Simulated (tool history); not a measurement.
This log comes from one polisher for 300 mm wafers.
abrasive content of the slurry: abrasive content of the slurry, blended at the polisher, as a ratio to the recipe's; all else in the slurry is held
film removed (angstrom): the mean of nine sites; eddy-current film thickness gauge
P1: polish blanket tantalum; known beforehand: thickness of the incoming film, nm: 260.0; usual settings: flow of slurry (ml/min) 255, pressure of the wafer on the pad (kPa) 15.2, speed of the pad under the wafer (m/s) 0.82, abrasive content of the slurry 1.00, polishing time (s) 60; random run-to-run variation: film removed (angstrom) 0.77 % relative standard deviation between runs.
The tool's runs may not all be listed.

run	day	flow of slurry (ml/min)	pressure of the wafer on the pad (kPa)	speed of the pad under the wafer (m/s)	abrasive content of the slurry	polishing time (s)	wafers polished on this pad	hours since the slurry nozzle was cleaned	hours since the head pressure was calibrated	hours since the slurry blender was calibrated	film removed (angstrom)
1	0.408	255	15.2	0.82	1.00	60	1099	136.6	506.9	112.1	713.55
2	0.900	405	15.2	0.82	1.00	60	1261	148.4	518.7	123.9	749.58
3	1.408	255	15.2	0.82	0.55	60	1429	160.6	530.9	136.1	581.21
4	1.767	255	15.2	0.82	1.00	60	1548	169.2	539.5	144.7	715.93
5	2.379	255	11.0	0.82	0.75	60	1751	183.9	554.2	159.4	471.32
6	3.100	255	15.2	1.18	1.00	60	1989	201.2	571.5	176.7	1026.80
7	3.542	255	15.2	1.18	1.20	60	2135	211.8	582.1	187.3	1073.30
8	4.012	180	15.2	0.42	1.00	60	2291	223.1	593.4	198.6	351.67
9	4.350	155	15.2	0.82	1.00	60	2403	231.2	601.5	206.7	666.07
10	5.025	255	7.6	0.82	1.00	60	2626	247.4	617.7	222.9	357.27
11	5.404	255	15.2	0.82	1.00	43	2751	256.5	626.8	232.0	507.30
12	5.946	255	15.2	0.82	1.00	60	2930	269.5	639.8	245.0	711.13
13	6.300	255	15.2	0.82	1.50	60	3048	278.0	648.3	253.5	790.77
14	6.992	255	15.2	0.82	1.00	60	3276	294.6	664.9	270.1	713.91
15	7.329	255	15.2	0.82	1.00	60	3388	302.7	673.0	278.2	717.51
16	7.846	255	21.4	0.82	1.00	60	3559	315.1	685.4	290.6	1014.70
17	8.292	255	15.2	0.82	1.00	94	3707	325.8	696.1	301.3	1124.70
18	8.771	255	15.2	0.58	1.00	60	3865	337.3	707.6	312.8	506.20
19	9.442	255	15.2	0.82	1.00	60	4087	353.4	723.7	328.9	709.06
20	10.133	255	15.2	0.82	1.00	60	4316	370.0	740.3	345.5	678.43
21	10.633	255	15.2	0.82	1.00	60	4481	382.0	752.3	357.5	663.16
# day 10.896: head pressure recalibrated
# day 11.008: slurry nozzle cleaned
22	11.304	255	15.2	0.82	1.00	60	4703	7.1	9.8	373.6	652.26
23	11.833	255	15.2	0.82	1.00	60	4878	19.8	22.5	386.3	644.22
24	12.571	255	15.2	0.82	1.00	60	5122	37.5	40.2	404.0	648.57
25	12.933	255	15.2	0.82	1.00	60	5242	46.2	48.9	412.7	655.83
26	13.333	255	15.2	0.82	1.00	60	5374	55.8	58.5	422.3	656.48

What P1 gives has crept away from where it was. These 2 causes fit the log equally well, each at the size given:
A: abrasive missing from the slurry, % = 26.8
B: removal rate lost through wear of the pad, % = 9.46
The process output started creeping at around day 9.442.
Excluded causes, each with its reason:
slurry flow missing at the pad, %: was serviced at day 11.008, once the creep was under way, yet the earlier output never came back
head's pressure below its setpoint, %: was serviced at day 10.896, once the creep was under way, yet the earlier output never came back

Which of the check runs below tells the causes apart, meaning the causes would give it clearly different results? Each run uses 3 wafers whose results are averaged, and each result is shown as a question mark.
check 1	13.733	155	15.2	0.82	0.65	60					?
check 2	13.733	195	15.2	0.82	1.00	94					?
check 3	13.733	345	15.2	0.82	1.00	60					?
check 4	13.733	395	15.2	0.82	1.00	92					?

Check results expected under each cause:
check	result	if A	if B
check 1	film removed (angstrom)	508.94	525.07
check 2	film removed (angstrom)	982.54	982.65
check 3	film removed (angstrom)	665.69	665.76
check 4	film removed (angstrom)	1030.90	1031.10
Distance between the nearest two causes, measured in the result of the check that separates them most: check 1 3.12 %; check 2 0.01 %; check 3 0.01 %; check 4 0.01 %
Of the check runs offered, only check 1 discriminates between the causes; the rest would read about the same regardless of which cause applies.

Running check 1 produced the following: film removed (angstrom) 526.04. Which one of the listed causes fits?

It is B: removal rate lost through wear of the pad, %.
